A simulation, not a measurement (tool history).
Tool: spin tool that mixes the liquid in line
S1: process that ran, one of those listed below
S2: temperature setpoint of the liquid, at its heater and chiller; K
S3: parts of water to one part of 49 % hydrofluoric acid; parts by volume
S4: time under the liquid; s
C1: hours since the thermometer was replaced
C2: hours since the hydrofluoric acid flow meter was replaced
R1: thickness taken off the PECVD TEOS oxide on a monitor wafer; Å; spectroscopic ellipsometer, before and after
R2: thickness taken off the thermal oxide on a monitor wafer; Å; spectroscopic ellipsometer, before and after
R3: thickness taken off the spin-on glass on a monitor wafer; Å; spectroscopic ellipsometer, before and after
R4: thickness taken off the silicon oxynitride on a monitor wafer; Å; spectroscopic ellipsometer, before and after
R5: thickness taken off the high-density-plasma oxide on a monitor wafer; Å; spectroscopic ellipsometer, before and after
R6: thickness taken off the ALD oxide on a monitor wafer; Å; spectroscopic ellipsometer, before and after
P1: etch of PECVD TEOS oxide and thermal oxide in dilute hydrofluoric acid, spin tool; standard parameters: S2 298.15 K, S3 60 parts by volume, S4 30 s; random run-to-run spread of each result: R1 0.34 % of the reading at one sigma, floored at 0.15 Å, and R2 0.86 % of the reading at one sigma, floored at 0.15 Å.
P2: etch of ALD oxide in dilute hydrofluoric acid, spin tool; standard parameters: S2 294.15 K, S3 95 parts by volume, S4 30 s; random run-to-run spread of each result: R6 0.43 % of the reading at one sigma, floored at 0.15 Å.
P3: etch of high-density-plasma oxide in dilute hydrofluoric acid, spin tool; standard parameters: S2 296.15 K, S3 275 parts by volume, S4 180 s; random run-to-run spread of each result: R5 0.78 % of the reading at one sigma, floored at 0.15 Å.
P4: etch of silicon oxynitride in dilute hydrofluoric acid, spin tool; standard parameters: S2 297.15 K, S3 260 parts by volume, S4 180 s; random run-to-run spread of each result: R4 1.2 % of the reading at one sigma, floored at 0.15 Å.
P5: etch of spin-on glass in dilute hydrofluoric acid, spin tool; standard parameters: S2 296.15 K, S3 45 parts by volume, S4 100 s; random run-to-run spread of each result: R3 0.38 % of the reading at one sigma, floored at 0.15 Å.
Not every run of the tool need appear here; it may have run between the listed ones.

run	hour	S1	S2	S3	S4	C1	C2	R1	R2	R3	R4	R5	R6
1	11.6	P1	298.15	60	30	241.4	656.8	129.730	24.3060				
2	18.6	P5	296.15	45	100	248.4	663.8			472.16			
3	28.0	P4	302.65	260	180	257.8	673.2				30.242		
4	42.3	P5	296.15	75	100	272.1	687.5			276.74			
5	53.7	P1	298.15	105	30	283.5	698.9	70.331	12.9760				
6	62.7	P3	302.65	275	180	292.5	707.9					33.654	
7	70.8	P2	294.15	95	15	300.6	716.0						25.405
8	81.5	P1	291.15	60	15	311.3	726.7	48.581	8.9355				
9	96.3	P4	297.15	110	180	326.1	741.5				62.675		
10	105.4	P1	303.65	60	30	335.2	750.6	161.620	29.6470				
11	120.5	P2	300.65	95	30	350.3	765.7						66.688
12	133.0	P5	296.15	45	100	362.8	778.2			476.78			
13	146.3	P1	292.15	60	30	376.1	791.5	101.440	18.5130				
14	154.7	P5	292.65	45	100	384.5	799.9			410.52			
15	164.8	P1	298.15	60	55	394.6	810.0	238.180	44.9660				
16	174.3	P2	294.15	95	30	404.1	819.5						51.832
17	182.5	P4	297.15	260	180	412.3	827.7				23.543		
18	194.8	P2	294.15	95	30	424.6	840.0						51.898
19	204.5	P3	296.15	275	180	434.3	849.7					26.923	
20	212.7	P5	296.15	45	180	442.5	857.9			853.21			
21	222.2	P1	298.15	60	30	452.0	867.4	129.150	24.1960				
22	235.4	P1	298.15	90	15	465.2	880.6	41.995	7.7791				
23	246.4	P4	297.15	260	90	476.2	891.6				11.670		
24	254.9	P1	298.15	60	30	484.7	900.1	129.470	23.6710				
25	268.3	P3	296.15	275	360	498.1	913.5					53.965	
26	283.9	P2	294.15	35	30	513.7	929.1						150.060
27	294.0	P3	296.15	500	180	523.8	939.2					11.863	
28	309.4	P3	296.15	275	180	539.2	954.6					27.054	
29	324.1	P1	298.15	60	30	553.9	969.3	131.060	24.1520				
30	338.8	P1	298.15	25	30	568.6	984.0	326.330	60.8830				
31	350.4	P1	298.15	60	15	580.2	995.6	64.901	12.4650				
32	358.0	P1	298.15	60	30	587.8	1003.2	130.160	24.3160				
33	369.8	P1	298.15	60	30	599.6	1015.0	123.430	23.0540				
34	377.8	P1	298.15	60	30	607.6	1023.0	121.200	22.1000				
35	386.6	P1	298.15	60	30	616.4	1031.8	119.940	22.1200				
36	395.3	P1	298.15	60	30	625.1	1040.5	118.690	22.1230				
37	404.5	P1	298.15	60	30	634.3	1049.7	118.970	21.9810				
38	413.2	P1	298.15	60	30	643.0	1058.4	118.770	22.3530				
39	420.8	P1	298.15	60	30	650.6	1066.0	117.720	21.9960				

What P1 gives has crept off from where it sat before. The 2 causes that follow fit the log equally well, each at the size noted:
A: liquid colder than its thermometer reads (K) = 2.28
B: hydrofluoric acid flow below the setpoint (%) = 8.22
At approximately hour 358.0, the process output began to creep.

Below are 4 check runs, each averaged over 3 wafers, with their results shown as question marks. Which of them would give clearly different results depending on which cause is behind the drift?
check 1	428.4	P5	296.15	55	100					?			
check 2	428.4	P4	300.15	120	180						?		
check 3	428.4	P2	300.15	95	15								?
check 4	428.4	P3	296.15	480	295							?	

What every check run would give for each of its results, assuming each possible cause in turn:
check	result	if A	if B
check 1	R3	349.40	350.43
check 2	R4	58.822	59.366
check 3	R6	29.895	29.661
check 4	R5	19.361	18.477
Separation of the two closest causes in each check, using whichever result separates them best: check 1 0.29 %; check 2 0.92 %; check 3 0.79 %; check 4 4.67 %
The other checks would show nearly matching results whichever cause is true, so check 4 is the only one that separates the causes.

Then check 4 was run and gave: R5 19.275 Å. Which cause is it?

Of the candidate causes, it is A: liquid colder than its thermometer reads (K).

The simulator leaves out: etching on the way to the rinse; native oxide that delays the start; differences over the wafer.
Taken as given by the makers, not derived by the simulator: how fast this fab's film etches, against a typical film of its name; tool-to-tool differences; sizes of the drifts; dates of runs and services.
